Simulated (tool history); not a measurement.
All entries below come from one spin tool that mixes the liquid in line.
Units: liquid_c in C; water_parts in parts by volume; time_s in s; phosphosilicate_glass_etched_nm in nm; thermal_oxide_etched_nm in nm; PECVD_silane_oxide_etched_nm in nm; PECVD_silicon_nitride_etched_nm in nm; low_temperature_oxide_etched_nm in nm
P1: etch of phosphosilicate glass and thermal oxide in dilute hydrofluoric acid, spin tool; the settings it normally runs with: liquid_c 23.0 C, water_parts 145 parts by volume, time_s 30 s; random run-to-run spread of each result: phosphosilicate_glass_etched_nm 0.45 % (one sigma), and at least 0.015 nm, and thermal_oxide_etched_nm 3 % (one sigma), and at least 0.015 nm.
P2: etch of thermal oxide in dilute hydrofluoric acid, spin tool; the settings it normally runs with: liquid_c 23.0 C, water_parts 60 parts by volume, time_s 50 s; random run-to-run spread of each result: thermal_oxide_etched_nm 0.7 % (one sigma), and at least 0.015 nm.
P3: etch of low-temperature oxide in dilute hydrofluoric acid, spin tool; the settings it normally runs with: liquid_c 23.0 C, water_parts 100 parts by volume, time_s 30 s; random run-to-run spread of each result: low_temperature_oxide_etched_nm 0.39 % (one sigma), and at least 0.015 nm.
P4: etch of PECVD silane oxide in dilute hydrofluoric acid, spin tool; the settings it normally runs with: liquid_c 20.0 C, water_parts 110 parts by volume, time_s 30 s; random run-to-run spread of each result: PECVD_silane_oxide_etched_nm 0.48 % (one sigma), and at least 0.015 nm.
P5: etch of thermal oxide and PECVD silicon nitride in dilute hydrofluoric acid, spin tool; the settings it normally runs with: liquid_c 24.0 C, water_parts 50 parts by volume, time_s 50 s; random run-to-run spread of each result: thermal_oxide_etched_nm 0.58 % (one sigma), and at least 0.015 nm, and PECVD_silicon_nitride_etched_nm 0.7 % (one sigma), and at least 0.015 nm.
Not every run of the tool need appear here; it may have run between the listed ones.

| run | day | process | liquid_c | water_parts | time_s | phosphosilicate_glass_etched_nm | thermal_oxide_etched_nm | PECVD_silane_oxide_etched_nm | PECVD_silicon_nitride_etched_nm | low_temperature_oxide_etched_nm |
|---|---|---|---|---|---|---|---|---|---|---|
| 1 | 0.412 | P1 | 23.0 | 145 | 30 | 32.287 | 0.83630 |  |  |  |
| 2 | 1.000 | P1 | 23.0 | 145 | 30 | 31.947 | 0.83171 |  |  |  |
| 3 | 1.688 | P4 | 20.0 | 110 | 30 |  |  | 7.8040 |  |  |
| 4 | 2.404 | P1 | 27.0 | 145 | 30 | 37.502 | 1.04070 |  |  |  |
| 5 | 2.996 | P2 | 23.0 | 60 | 50 |  | 3.78670 |  |  |  |
| 6 | 3.362 | P5 | 24.0 | 50 | 50 |  | 5.20250 |  | 3.4366 |  |
| 7 | 4.021 | P5 | 24.0 | 50 | 50 |  | 5.24360 |  | 3.3608 |  |
| 8 | 4.425 | P1 | 23.0 | 145 | 50 | 53.589 | 1.36870 |  |  |  |
| 9 | 5.029 | P1 | 23.0 | 145 | 30 | 32.238 | 0.86749 |  |  |  |
| 10 | 5.517 | P2 | 23.0 | 20 | 50 |  | 11.72500 |  |  |  |
| 11 | 6.229 | P1 | 23.0 | 145 | 30 | 32.260 | 0.79779 |  |  |  |
| 12 | 6.642 | P3 | 19.0 | 100 | 30 |  |  |  |  | 5.6444 |
| 13 | 7.354 | P4 | 20.0 | 110 | 30 |  |  | 7.8870 |  |  |
| 14 | 7.838 | P4 | 20.0 | 155 | 30 |  |  | 5.2581 |  |  |
| 15 | 8.262 | P5 | 24.0 | 50 | 85 |  | 8.92470 |  | 5.7747 |  |
| 16 | 9.012 | P1 | 23.0 | 145 | 15 | 16.055 | 0.43641 |  |  |  |
| 17 | 9.396 | P3 | 23.0 | 100 | 30 |  |  |  |  | 6.6281 |
| 18 | 9.846 | P1 | 28.5 | 145 | 15 | 19.751 | 0.52052 |  |  |  |
| 19 | 10.579 | P3 | 23.0 | 100 | 15 |  |  |  |  | 3.3320 |
| 20 | 11.304 | P1 | 23.0 | 145 | 30 | 32.086 | 0.84597 |  |  |  |
| 21 | 11.958 | P3 | 23.0 | 165 | 30 |  |  |  |  | 3.7482 |
| 22 | 12.542 | P1 | 23.0 | 145 | 30 | 32.135 | 0.87029 |  |  |  |
| 23 | 13.150 | P1 | 23.0 | 205 | 30 | 21.122 | 0.59152 |  |  |  |
| 24 | 13.558 | P5 | 32.5 | 50 | 50 |  | 7.32130 |  | 5.9635 |  |
| 25 | 14.071 | P2 | 23.0 | 60 | 25 |  | 1.86120 |  |  |  |
| 26 | 14.808 | P4 | 17.0 | 110 | 30 |  |  | 6.8827 |  |  |
| 27 | 15.354 | P2 | 17.0 | 60 | 50 |  | 2.87600 |  |  |  |
| 28 | 16.083 | P1 | 23.0 | 35 | 30 | 150.930 | 4.20550 |  |  |  |
| 29 | 16.596 | P5 | 24.0 | 80 | 50 |  | 3.12440 |  | 2.1397 |  |
| 30 | 17.112 | P1 | 17.0 | 145 | 30 | 25.220 | 0.69558 |  |  |  |
| 31 | 17.767 | P4 | 20.0 | 110 | 50 |  |  | 12.9150 |  |  |
| 32 | 18.288 | P1 | 23.0 | 145 | 30 | 31.937 | 0.84408 |  |  |  |
| 33 | 18.988 | P1 | 23.0 | 145 | 30 | 32.942 | 0.86177 |  |  |  |
| 34 | 19.500 | P1 | 23.0 | 145 | 30 | 33.456 | 0.82516 |  |  |  |
| 35 | 20.125 | P1 | 23.0 | 145 | 30 | 33.786 | 0.95146 |  |  |  |
| 36 | 20.692 | P1 | 23.0 | 145 | 30 | 34.243 | 0.89588 |  |  |  |
| 37 | 21.412 | P1 | 23.0 | 145 | 30 | 34.620 | 0.91722 |  |  |  |

Run 38 is up next; what results do you expect?
| 38 | 22.175 | P1 | 23.0 | 145 | 30 | ? | ? |  |  |  |

phosphosilicate_glass_etched_nm: 34.636 nm
thermal_oxide_etched_nm: 0.96545 nm
